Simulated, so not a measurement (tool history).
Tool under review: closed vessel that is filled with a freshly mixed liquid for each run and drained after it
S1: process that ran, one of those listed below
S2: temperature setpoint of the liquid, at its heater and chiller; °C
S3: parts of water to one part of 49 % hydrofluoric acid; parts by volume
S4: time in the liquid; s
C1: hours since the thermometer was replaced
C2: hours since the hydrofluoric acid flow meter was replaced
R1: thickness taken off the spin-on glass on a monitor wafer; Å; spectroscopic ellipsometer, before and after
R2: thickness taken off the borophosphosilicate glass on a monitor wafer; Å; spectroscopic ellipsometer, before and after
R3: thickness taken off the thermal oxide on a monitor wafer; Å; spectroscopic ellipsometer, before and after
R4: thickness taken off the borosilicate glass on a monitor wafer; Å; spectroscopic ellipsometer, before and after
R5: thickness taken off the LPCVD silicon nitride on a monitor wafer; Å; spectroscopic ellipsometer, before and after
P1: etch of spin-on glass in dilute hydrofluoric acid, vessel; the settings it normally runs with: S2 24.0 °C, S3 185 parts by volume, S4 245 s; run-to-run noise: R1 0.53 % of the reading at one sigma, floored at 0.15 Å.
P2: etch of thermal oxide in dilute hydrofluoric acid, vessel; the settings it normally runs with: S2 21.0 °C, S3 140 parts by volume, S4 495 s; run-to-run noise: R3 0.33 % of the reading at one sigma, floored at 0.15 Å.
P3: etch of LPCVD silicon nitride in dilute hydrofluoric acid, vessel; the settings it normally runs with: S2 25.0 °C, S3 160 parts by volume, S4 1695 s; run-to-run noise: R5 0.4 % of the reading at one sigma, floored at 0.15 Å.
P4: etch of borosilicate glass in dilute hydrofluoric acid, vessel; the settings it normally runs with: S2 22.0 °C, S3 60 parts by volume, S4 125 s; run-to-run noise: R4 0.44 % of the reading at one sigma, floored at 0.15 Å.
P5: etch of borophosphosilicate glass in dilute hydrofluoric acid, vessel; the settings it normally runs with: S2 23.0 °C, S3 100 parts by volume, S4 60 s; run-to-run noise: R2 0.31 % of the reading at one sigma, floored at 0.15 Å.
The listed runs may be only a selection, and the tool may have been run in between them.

{"run": 1, "day": 0.6, "S1": "P1", "S2": 24.0, "S3": 185, "S4": 245, "C1": 1084.8, "C2": 883.2, "R1": 412.59}
{"run": 2, "day": 1.221, "S1": "P1", "S2": 24.0, "S3": 185, "S4": 245, "C1": 1099.7, "C2": 898.1, "R1": 409.0}
{"run": 3, "day": 1.8, "S1": "P1", "S2": 24.0, "S3": 185, "S4": 245, "C1": 1113.6, "C2": 912.0, "R1": 416.03}
{"run": 4, "day": 2.162, "S1": "P5", "S2": 23.0, "S3": 180, "S4": 60, "C1": 1122.3, "C2": 920.7, "R2": 107.97}
{"run": 5, "day": 2.621, "S1": "P2", "S2": 21.0, "S3": 140, "S4": 495, "C1": 1133.3, "C2": 931.7, "R3": 141.92}
{"run": 6, "day": 3.192, "S1": "P4", "S2": 22.0, "S3": 105, "S4": 125, "C1": 1147.0, "C2": 945.4, "R4": 276.04}
{"day": 3.704, "done": "hydrofluoric acid flow meter replaced"}
{"run": 7, "day": 3.808, "S1": "P1", "S2": 24.0, "S3": 185, "S4": 245, "C1": 1161.8, "C2": 2.6, "R1": 416.0}
{"run": 8, "day": 4.092, "S1": "P3", "S2": 25.0, "S3": 50, "S4": 1695, "C1": 1168.6, "C2": 9.4, "R5": 181.76}
{"run": 9, "day": 4.704, "S1": "P1", "S2": 20.5, "S3": 185, "S4": 245, "C1": 1183.3, "C2": 24.1, "R1": 359.06}
{"run": 10, "day": 5.162, "S1": "P1", "S2": 30.0, "S3": 50, "S4": 245, "C1": 1194.3, "C2": 35.1, "R1": 2280.5}
{"run": 11, "day": 5.754, "S1": "P5", "S2": 23.0, "S3": 100, "S4": 60, "C1": 1208.5, "C2": 49.3, "R2": 212.9}
{"run": 12, "day": 6.362, "S1": "P5", "S2": 17.0, "S3": 100, "S4": 60, "C1": 1223.1, "C2": 63.9, "R2": 166.04}
{"run": 13, "day": 6.95, "S1": "P1", "S2": 24.0, "S3": 185, "S4": 385, "C1": 1237.2, "C2": 78.0, "R1": 649.12}
{"run": 14, "day": 7.321, "S1": "P1", "S2": 24.0, "S3": 185, "S4": 245, "C1": 1246.1, "C2": 86.9, "R1": 410.53}
{"run": 15, "day": 7.825, "S1": "P1", "S2": 24.0, "S3": 185, "S4": 245, "C1": 1258.2, "C2": 99.0, "R1": 415.07}
{"run": 16, "day": 8.446, "S1": "P1", "S2": 24.0, "S3": 45, "S4": 245, "C1": 1273.1, "C2": 113.9, "R1": 2010.4}
{"run": 17, "day": 8.854, "S1": "P4", "S2": 22.0, "S3": 60, "S4": 210, "C1": 1282.9, "C2": 123.7, "R4": 860.0}
{"run": 18, "day": 9.217, "S1": "P2", "S2": 21.0, "S3": 245, "S4": 495, "C1": 1291.6, "C2": 132.4, "R3": 72.832}
{"run": 19, "day": 9.817, "S1": "P2", "S2": 28.0, "S3": 140, "S4": 495, "C1": 1306.0, "C2": 146.8, "R3": 184.08}
{"run": 20, "day": 10.154, "S1": "P4", "S2": 18.0, "S3": 60, "S4": 125, "C1": 1314.1, "C2": 154.9, "R4": 430.6}
{"run": 21, "day": 10.708, "S1": "P1", "S2": 31.5, "S3": 185, "S4": 30, "C1": 1327.4, "C2": 168.2, "R1": 65.728}
{"run": 22, "day": 11.171, "S1": "P1", "S2": 24.0, "S3": 185, "S4": 55, "C1": 1338.5, "C2": 179.3, "R1": 92.826}
{"run": 23, "day": 11.521, "S1": "P3", "S2": 25.0, "S3": 160, "S4": 1695, "C1": 1346.9, "C2": 187.7, "R5": 58.011}
{"run": 24, "day": 12.146, "S1": "P2", "S2": 21.0, "S3": 140, "S4": 495, "C1": 1361.9, "C2": 202.7, "R3": 141.84}
{"run": 25, "day": 12.762, "S1": "P5", "S2": 23.0, "S3": 100, "S4": 100, "C1": 1376.7, "C2": 217.5, "R2": 355.38}
{"run": 26, "day": 13.329, "S1": "P5", "S2": 23.0, "S3": 100, "S4": 60, "C1": 1390.3, "C2": 231.1, "R2": 212.78}
{"run": 27, "day": 13.721, "S1": "P1", "S2": 17.0, "S3": 325, "S4": 245, "C1": 1399.7, "C2": 240.5, "R1": 158.81}
{"run": 28, "day": 14.233, "S1": "P3", "S2": 17.0, "S3": 160, "S4": 1695, "C1": 1412.0, "C2": 252.8, "R5": 33.953}
{"run": 29, "day": 14.562, "S1": "P1", "S2": 24.0, "S3": 295, "S4": 245, "C1": 1419.9, "C2": 260.7, "R1": 230.19}
{"run": 30, "day": 15.017, "S1": "P4", "S2": 22.0, "S3": 60, "S4": 125, "C1": 1430.8, "C2": 271.6, "R4": 511.51}
{"run": 31, "day": 15.321, "S1": "P3", "S2": 25.0, "S3": 160, "S4": 325, "C1": 1438.1, "C2": 278.9, "R5": 11.28}
{"run": 32, "day": 15.925, "S1": "P2", "S2": 21.0, "S3": 140, "S4": 785, "C1": 1452.6, "C2": 293.4, "R3": 224.11}
{"run": 33, "day": 16.217, "S1": "P1", "S2": 32.0, "S3": 185, "S4": 245, "C1": 1459.6, "C2": 300.4, "R1": 549.62}
{"run": 34, "day": 16.533, "S1": "P3", "S2": 25.0, "S3": 160, "S4": 1695, "C1": 1467.2, "C2": 308.0, "R5": 58.118}

Run 35, settings as shown, results not yet in. Your forecast:
{"run": 35, "day": 17.112, "S1": "P1", "S2": 24.0, "S3": 185, "S4": 245, "C1": 1481.1, "C2": 321.9, "R1": "?"}

R1: 410.330 Å
